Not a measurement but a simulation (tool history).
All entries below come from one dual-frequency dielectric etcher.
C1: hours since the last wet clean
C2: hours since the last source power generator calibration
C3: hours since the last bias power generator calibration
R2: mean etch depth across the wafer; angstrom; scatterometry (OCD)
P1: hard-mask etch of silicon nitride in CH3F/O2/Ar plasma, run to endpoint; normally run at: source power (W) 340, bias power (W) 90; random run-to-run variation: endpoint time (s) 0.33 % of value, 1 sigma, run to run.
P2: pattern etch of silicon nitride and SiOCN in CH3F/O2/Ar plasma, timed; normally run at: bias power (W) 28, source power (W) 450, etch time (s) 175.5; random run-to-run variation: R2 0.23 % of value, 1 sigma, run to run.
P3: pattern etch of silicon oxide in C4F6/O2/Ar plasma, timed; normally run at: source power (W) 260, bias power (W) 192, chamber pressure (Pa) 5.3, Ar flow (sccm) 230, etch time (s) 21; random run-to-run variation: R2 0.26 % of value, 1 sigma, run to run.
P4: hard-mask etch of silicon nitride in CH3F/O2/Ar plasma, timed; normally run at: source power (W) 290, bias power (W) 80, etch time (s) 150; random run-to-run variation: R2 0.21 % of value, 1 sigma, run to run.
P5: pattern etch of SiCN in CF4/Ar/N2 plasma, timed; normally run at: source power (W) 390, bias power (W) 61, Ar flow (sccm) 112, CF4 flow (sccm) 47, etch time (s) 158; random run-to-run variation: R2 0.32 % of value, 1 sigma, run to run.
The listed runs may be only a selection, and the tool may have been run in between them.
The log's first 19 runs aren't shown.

run 20 hour=86.3 | process_that_ran=P3 source_power_(W)=320 bias_power_(W)=192 etch_time_(s)=21 Ar_flow_(sccm)=230 chamber_pressure_(Pa)=5.3 | C1=446.4 C2=2624.6 C3=2890.8 | R2=630.28
run 21 hour=91.6 | process_that_ran=P2 source_power_(W)=450 bias_power_(W)=28 etch_time_(s)=124 | C1=451.7 C2=2629.9 C3=2896.1 | R2=191.51
run 22 hour=94.4 | process_that_ran=P3 source_power_(W)=260 bias_power_(W)=262 etch_time_(s)=21 Ar_flow_(sccm)=230 chamber_pressure_(Pa)=5.3 | C1=454.5 C2=2632.7 C3=2898.9 | R2=644.53
run 23 hour=97.4 | process_that_ran=P1 source_power_(W)=460 bias_power_(W)=90 | C1=457.5 C2=2635.7 C3=2901.9 | endpoint_time_(s)=53.886
run 24 hour=101.1 | process_that_ran=P4 source_power_(W)=360 bias_power_(W)=80 etch_time_(s)=150 | C1=461.2 C2=2639.4 C3=2905.6 | R2=1039.5
-- hour=104.4 wet clean of the chamber
run 25 hour=106.7 | process_that_ran=P3 source_power_(W)=260 bias_power_(W)=192 etch_time_(s)=21 Ar_flow_(sccm)=144 chamber_pressure_(Pa)=5.3 | C1=2.4 C2=2645 C3=2911.2 | R2=613.89
run 26 hour=110.6 | process_that_ran=P1 source_power_(W)=340 bias_power_(W)=90 | C1=6.3 C2=2648.9 C3=2915.1 | endpoint_time_(s)=60.64
run 27 hour=116.4 | process_that_ran=P5 source_power_(W)=390 bias_power_(W)=61 etch_time_(s)=158 Ar_flow_(sccm)=112 CF4_flow_(sccm)=47 | C1=12.1 C2=2654.7 C3=2920.9 | R2=1050.3
run 28 hour=119.1 | process_that_ran=P3 source_power_(W)=260 bias_power_(W)=192 etch_time_(s)=28 Ar_flow_(sccm)=230 chamber_pressure_(Pa)=5.3 | C1=14.8 C2=2657.4 C3=2923.6 | R2=776.36
run 29 hour=122.4 | process_that_ran=P4 source_power_(W)=290 bias_power_(W)=50 etch_time_(s)=150 | C1=18.1 C2=2660.7 C3=2926.9 | R2=815.17
run 30 hour=127.6 | process_that_ran=P3 source_power_(W)=260 bias_power_(W)=192 etch_time_(s)=21 Ar_flow_(sccm)=230 chamber_pressure_(Pa)=5.3 | C1=23.3 C2=2665.9 C3=2932.1 | R2=580.96
run 31 hour=131.4 | process_that_ran=P2 source_power_(W)=450 bias_power_(W)=19 etch_time_(s)=175.5 | C1=27.1 C2=2669.7 C3=2935.9 | R2=228.94
run 32 hour=135.2 | process_that_ran=P1 source_power_(W)=340 bias_power_(W)=90 | C1=30.9 C2=2673.5 C3=2939.7 | endpoint_time_(s)=60.225
run 33 hour=137.9 | process_that_ran=P2 source_power_(W)=580 bias_power_(W)=28 etch_time_(s)=175.5 | C1=33.6 C2=2676.2 C3=2942.4 | R2=295.01
run 34 hour=143.5 | process_that_ran=P1 source_power_(W)=340 bias_power_(W)=90 | C1=39.2 C2=2681.8 C3=2948 | endpoint_time_(s)=60.542

Expected results for the next run?
run 35 hour=148.8 | process_that_ran=P2 source_power_(W)=450 bias_power_(W)=28 etch_time_(s)=175.5 | C1=44.5 C2=2687.1 C3=2953.3 | R2=?

For run 35 the tool returned R2 271.73 angstrom.
